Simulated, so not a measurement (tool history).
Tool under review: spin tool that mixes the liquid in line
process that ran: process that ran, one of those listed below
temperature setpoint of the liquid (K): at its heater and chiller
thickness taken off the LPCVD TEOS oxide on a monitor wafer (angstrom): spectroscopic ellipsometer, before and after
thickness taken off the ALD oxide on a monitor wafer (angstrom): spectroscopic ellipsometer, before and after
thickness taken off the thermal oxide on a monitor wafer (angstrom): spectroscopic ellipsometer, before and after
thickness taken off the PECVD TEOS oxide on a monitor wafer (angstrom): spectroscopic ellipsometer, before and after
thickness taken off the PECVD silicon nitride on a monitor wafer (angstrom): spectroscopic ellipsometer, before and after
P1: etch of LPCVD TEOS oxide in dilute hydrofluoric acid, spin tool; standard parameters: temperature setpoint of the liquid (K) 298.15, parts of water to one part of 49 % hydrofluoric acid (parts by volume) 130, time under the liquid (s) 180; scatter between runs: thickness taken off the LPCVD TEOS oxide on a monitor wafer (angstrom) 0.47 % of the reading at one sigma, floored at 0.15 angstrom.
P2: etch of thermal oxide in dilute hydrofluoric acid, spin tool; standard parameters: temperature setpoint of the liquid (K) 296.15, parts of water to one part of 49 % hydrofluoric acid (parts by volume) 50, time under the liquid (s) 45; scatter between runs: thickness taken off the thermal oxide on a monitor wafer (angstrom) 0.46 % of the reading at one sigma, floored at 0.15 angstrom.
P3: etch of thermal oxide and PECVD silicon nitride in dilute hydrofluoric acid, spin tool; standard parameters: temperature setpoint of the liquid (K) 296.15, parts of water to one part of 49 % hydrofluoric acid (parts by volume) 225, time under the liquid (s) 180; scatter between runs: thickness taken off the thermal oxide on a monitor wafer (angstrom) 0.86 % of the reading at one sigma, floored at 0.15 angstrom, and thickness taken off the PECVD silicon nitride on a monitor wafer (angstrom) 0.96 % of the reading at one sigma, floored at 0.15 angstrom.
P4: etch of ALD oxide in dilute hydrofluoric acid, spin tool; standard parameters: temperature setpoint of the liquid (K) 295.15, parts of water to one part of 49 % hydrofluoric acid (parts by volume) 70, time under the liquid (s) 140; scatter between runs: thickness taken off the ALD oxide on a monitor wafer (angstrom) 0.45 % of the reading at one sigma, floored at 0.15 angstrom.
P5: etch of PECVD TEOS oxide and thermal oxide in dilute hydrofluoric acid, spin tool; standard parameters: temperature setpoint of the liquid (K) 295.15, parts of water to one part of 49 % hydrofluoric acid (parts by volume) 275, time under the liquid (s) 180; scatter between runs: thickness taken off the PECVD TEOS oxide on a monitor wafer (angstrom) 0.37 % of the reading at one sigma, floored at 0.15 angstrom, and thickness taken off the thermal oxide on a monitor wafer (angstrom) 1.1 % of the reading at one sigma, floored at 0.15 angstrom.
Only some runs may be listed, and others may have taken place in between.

run	hour	process that ran	temperature setpoint of the liquid (K)	parts of water to one part of 49 % hydrofluoric acid (parts by volume)	time under the liquid (s)	hours since the thermometer was replaced	hours since the hydrofluoric acid flow meter was replaced	thickness taken off the LPCVD TEOS oxide on a monitor wafer (angstrom)	thickness taken off the ALD oxide on a monitor wafer (angstrom)	thickness taken off the thermal oxide on a monitor wafer (angstrom)	thickness taken off the PECVD TEOS oxide on a monitor wafer (angstrom)	thickness taken off the PECVD silicon nitride on a monitor wafer (angstrom)
1	13	P1	298.15	130	180	442.6	756.5	287.37				
2	28.5	P4	295.15	125	140	458.1	772		169.78			
3	42.5	P1	298.15	130	180	472.1	786	284.74				
4	58.2	P1	298.15	130	180	487.8	801.7	284.34				
5	66.5	P1	291.65	130	180	496.1	810	221.56				
6	81.1	P1	298.15	130	180	510.7	824.6	286.63				
7	95.2	P1	298.15	70	180	524.8	838.7	575.09				
8	105.9	P2	296.15	50	45	535.5	849.4			47.509		
9	117.3	P5	290.15	275	180	546.9	860.8			19.685	59.858	
10	132.8	P4	295.15	70	140	562.4	876.3		326.84			
11	144.7	P5	295.15	275	60	574.3	888.2			8.1471	23.733	
12	153.4	P1	298.15	180	180	583	896.9	194.47				
13	165.2	P3	296.15	365	180	594.8	908.7			17.187		16.049
14	178.9	P1	303.65	130	310	608.5	922.4	603.29				
15	190.9	P3	301.65	225	180	620.5	934.4			38.151		37.318
16	202.5	P1	298.15	130	180	632.1	946	284.85				
17	217.3	P2	296.15	50	15	646.9	960.8			15.824		
18	228.2	P4	295.15	70	140	657.8	971.7		326.48			
19	238.9	P1	298.15	130	80	668.5	982.4	126.78				
20	254.7	P3	296.15	225	15	684.3	998.2			2.5366		2.3328
21	267.9	P1	304.65	130	180	697.5	1011.4	365.36				
22	283.1	P5	295.15	275	180	712.7	1026.6			23.608	71.468	

Run 23 is up next; what results do you expect?
23	295.5	P1	298.15	130	330	725.1	1039	?				

thickness taken off the LPCVD TEOS oxide on a monitor wafer (angstrom): 525.06
